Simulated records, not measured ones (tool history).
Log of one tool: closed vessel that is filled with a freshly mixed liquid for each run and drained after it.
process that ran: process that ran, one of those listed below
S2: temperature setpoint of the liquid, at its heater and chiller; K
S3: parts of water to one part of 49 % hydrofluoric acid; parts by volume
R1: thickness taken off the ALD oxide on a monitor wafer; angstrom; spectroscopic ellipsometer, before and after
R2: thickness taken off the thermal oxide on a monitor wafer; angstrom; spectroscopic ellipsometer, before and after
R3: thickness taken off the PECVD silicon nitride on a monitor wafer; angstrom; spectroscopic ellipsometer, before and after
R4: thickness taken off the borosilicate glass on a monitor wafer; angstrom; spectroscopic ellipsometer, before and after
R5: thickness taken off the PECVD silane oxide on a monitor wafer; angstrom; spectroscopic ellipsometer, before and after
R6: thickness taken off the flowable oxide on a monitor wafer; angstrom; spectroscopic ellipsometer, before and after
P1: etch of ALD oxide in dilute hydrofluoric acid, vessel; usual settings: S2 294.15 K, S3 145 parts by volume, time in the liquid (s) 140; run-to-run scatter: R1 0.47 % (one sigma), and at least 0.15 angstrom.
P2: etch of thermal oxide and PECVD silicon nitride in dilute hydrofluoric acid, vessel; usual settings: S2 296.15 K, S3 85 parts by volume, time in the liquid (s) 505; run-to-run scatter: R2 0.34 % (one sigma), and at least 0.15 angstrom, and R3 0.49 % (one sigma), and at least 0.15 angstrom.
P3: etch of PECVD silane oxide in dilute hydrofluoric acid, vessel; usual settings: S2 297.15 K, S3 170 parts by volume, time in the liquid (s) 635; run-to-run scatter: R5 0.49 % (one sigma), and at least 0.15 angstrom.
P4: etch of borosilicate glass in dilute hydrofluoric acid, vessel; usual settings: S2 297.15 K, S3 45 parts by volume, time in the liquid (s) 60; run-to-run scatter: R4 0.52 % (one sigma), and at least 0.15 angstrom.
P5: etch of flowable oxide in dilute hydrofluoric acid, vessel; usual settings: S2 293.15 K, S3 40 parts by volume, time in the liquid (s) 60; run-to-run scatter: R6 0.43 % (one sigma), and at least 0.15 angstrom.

{"run": 1, "day": 0.408, "process that ran": "P1", "S2": 294.15, "S3": 145, "time in the liquid (s)": 140, "R1": 169.21}
{"run": 2, "day": 0.658, "process that ran": "P2", "S2": 296.15, "S3": 85, "time in the liquid (s)": 505, "R2": 287.63, "R3": 318.91}
{"run": 3, "day": 1.004, "process that ran": "P1", "S2": 298.65, "S3": 145, "time in the liquid (s)": 140, "R1": 204.57}
{"run": 4, "day": 1.392, "process that ran": "P4", "S2": 292.15, "S3": 45, "time in the liquid (s)": 60, "R4": 626.53}
{"run": 5, "day": 1.725, "process that ran": "P1", "S2": 294.15, "S3": 145, "time in the liquid (s)": 140, "R1": 171.55}
{"run": 6, "day": 1.975, "process that ran": "P3", "S2": 297.15, "S3": 170, "time in the liquid (s)": 230, "R5": 190.66}
{"run": 7, "day": 2.254, "process that ran": "P5", "S2": 300.65, "S3": 40, "time in the liquid (s)": 60, "R6": 558.31}
{"run": 8, "day": 2.704, "process that ran": "P5", "S2": 293.15, "S3": 40, "time in the liquid (s)": 30, "R6": 205.36}
{"run": 9, "day": 2.988, "process that ran": "P3", "S2": 297.15, "S3": 170, "time in the liquid (s)": 635, "R5": 529.1}
{"run": 10, "day": 3.396, "process that ran": "P2", "S2": 304.15, "S3": 85, "time in the liquid (s)": 505, "R2": 391.23, "R3": 532.37}
{"run": 11, "day": 3.862, "process that ran": "P1", "S2": 294.15, "S3": 145, "time in the liquid (s)": 240, "R1": 293.89}
{"run": 12, "day": 4.296, "process that ran": "P1", "S2": 294.15, "S3": 145, "time in the liquid (s)": 140, "R1": 169.91}
{"run": 13, "day": 4.525, "process that ran": "P5", "S2": 293.15, "S3": 70, "time in the liquid (s)": 60, "R6": 226.84}
{"run": 14, "day": 4.888, "process that ran": "P1", "S2": 294.15, "S3": 85, "time in the liquid (s)": 140, "R1": 310.47}
{"run": 15, "day": 5.221, "process that ran": "P1", "S2": 294.15, "S3": 215, "time in the liquid (s)": 40, "R1": 30.586}
{"run": 16, "day": 5.429, "process that ran": "P5", "S2": 293.15, "S3": 40, "time in the liquid (s)": 60, "R6": 409.48}
{"run": 17, "day": 5.783, "process that ran": "P1", "S2": 294.15, "S3": 145, "time in the liquid (s)": 140, "R1": 172.27}
{"run": 18, "day": 6.242, "process that ran": "P1", "S2": 290.15, "S3": 145, "time in the liquid (s)": 140, "R1": 144.78}
{"run": 19, "day": 6.5, "process that ran": "P4", "S2": 297.15, "S3": 75, "time in the liquid (s)": 60, "R4": 447.2}
{"run": 20, "day": 6.775, "process that ran": "P3", "S2": 297.15, "S3": 30, "time in the liquid (s)": 635, "R5": 3545.5}
{"run": 21, "day": 7.071, "process that ran": "P1", "S2": 294.15, "S3": 145, "time in the liquid (s)": 140, "R1": 171.09}
{"run": 22, "day": 7.325, "process that ran": "P1", "S2": 294.15, "S3": 145, "time in the liquid (s)": 75, "R1": 91.551}
{"run": 23, "day": 7.542, "process that ran": "P1", "S2": 294.15, "S3": 145, "time in the liquid (s)": 140, "R1": 170.38}
{"run": 24, "day": 7.892, "process that ran": "P4", "S2": 297.15, "S3": 45, "time in the liquid (s)": 100, "R4": 1283}
{"run": 25, "day": 8.333, "process that ran": "P4", "S2": 297.15, "S3": 45, "time in the liquid (s)": 60, "R4": 782.36}
{"run": 26, "day": 8.654, "process that ran": "P3", "S2": 297.15, "S3": 170, "time in the liquid (s)": 635, "R5": 525.46}
{"run": 27, "day": 9.008, "process that ran": "P3", "S2": 302.15, "S3": 170, "time in the liquid (s)": 635, "R5": 634.55}
{"run": 28, "day": 9.438, "process that ran": "P1", "S2": 299.65, "S3": 45, "time in the liquid (s)": 140, "R1": 774.25}
{"run": 29, "day": 9.854, "process that ran": "P1", "S2": 294.15, "S3": 235, "time in the liquid (s)": 140, "R1": 96.219}
{"run": 30, "day": 10.3, "process that ran": "P2", "S2": 296.15, "S3": 145, "time in the liquid (s)": 505, "R2": 156.64, "R3": 187.86}
{"run": 31, "day": 10.596, "process that ran": "P4", "S2": 297.15, "S3": 45, "time in the liquid (s)": 60, "R4": 772.78}
{"run": 32, "day": 11.017, "process that ran": "P2", "S2": 296.15, "S3": 85, "time in the liquid (s)": 985, "R2": 560.78, "R3": 618.18}
{"run": 33, "day": 11.221, "process that ran": "P1", "S2": 301.65, "S3": 145, "time in the liquid (s)": 55, "R1": 89.742}
{"run": 34, "day": 11.512, "process that ran": "P1", "S2": 294.15, "S3": 145, "time in the liquid (s)": 140, "R1": 172.2}
{"run": 35, "day": 11.904, "process that ran": "P1", "S2": 294.15, "S3": 145, "time in the liquid (s)": 140, "R1": 170.75}
{"run": 36, "day": 12.175, "process that ran": "P1", "S2": 294.15, "S3": 145, "time in the liquid (s)": 140, "R1": 164.38}
{"run": 37, "day": 12.562, "process that ran": "P1", "S2": 294.15, "S3": 145, "time in the liquid (s)": 140, "R1": 159.86}
{"run": 38, "day": 12.912, "process that ran": "P1", "S2": 294.15, "S3": 145, "time in the liquid (s)": 140, "R1": 156.9}
{"run": 39, "day": 13.275, "process that ran": "P1", "S2": 294.15, "S3": 145, "time in the liquid (s)": 140, "R1": 155.86}
{"run": 40, "day": 13.738, "process that ran": "P1", "S2": 294.15, "S3": 145, "time in the liquid (s)": 140, "R1": 155.95}
{"run": 41, "day": 14.154, "process that ran": "P1", "S2": 294.15, "S3": 145, "time in the liquid (s)": 140, "R1": 154.68}

What P1 gives has crept away from where it was. These 2 causes fit the log equally well, each at the size given:
A: liquid colder than its thermometer reads (K) = 2.43
B: hydrofluoric acid flow below the setpoint (%) = 8.01
The creep began at about day 11.904.

4 check runs are offered, one wafer each, their results left as question marks. Which one tells the causes apart?
{"run": "check 1", "day": 14.571, "process that ran": "P5", "S2": 298.15, "S3": 60, "time in the liquid (s)": 60, "R6": "?"}
{"run": "check 2", "day": 14.571, "process that ran": "P3", "S2": 297.15, "S3": 80, "time in the liquid (s)": 635, "R5": "?"}
{"run": "check 3", "day": 14.571, "process that ran": "P2", "S2": 303.65, "S3": 85, "time in the liquid (s)": 505, "R2": "?", "R3": "?"}
{"run": "check 4", "day": 14.571, "process that ran": "P4", "S2": 294.15, "S3": 75, "time in the liquid (s)": 60, "R4": "?"}

What each check would give under each cause:
check=check_1 result=R6 if_A=296.29 if_B=298.97
check=check_2 result=R5 if_A=1127.3 if_B=1134.5
check=check_3 result=R2 if_A=350.4 if_B=349.93
check=check_3 result=R3 if_A=443.91 if_B=476.43
check=check_4 result=R4 if_A=357.21 if_B=360.96
How far apart the two closest causes lie, in the result that separates them most: check 1 0.9 %; check 2 0.64 %; check 3 7.07 %; check 4 1.04 %
Check 3 tells the causes apart: in the others they would give nearly the same result.

Then check 3 was run and gave: R2 350.51 angstrom; R3 445.96 angstrom. Which cause is it?

It is A: liquid colder than its thermometer reads (K).

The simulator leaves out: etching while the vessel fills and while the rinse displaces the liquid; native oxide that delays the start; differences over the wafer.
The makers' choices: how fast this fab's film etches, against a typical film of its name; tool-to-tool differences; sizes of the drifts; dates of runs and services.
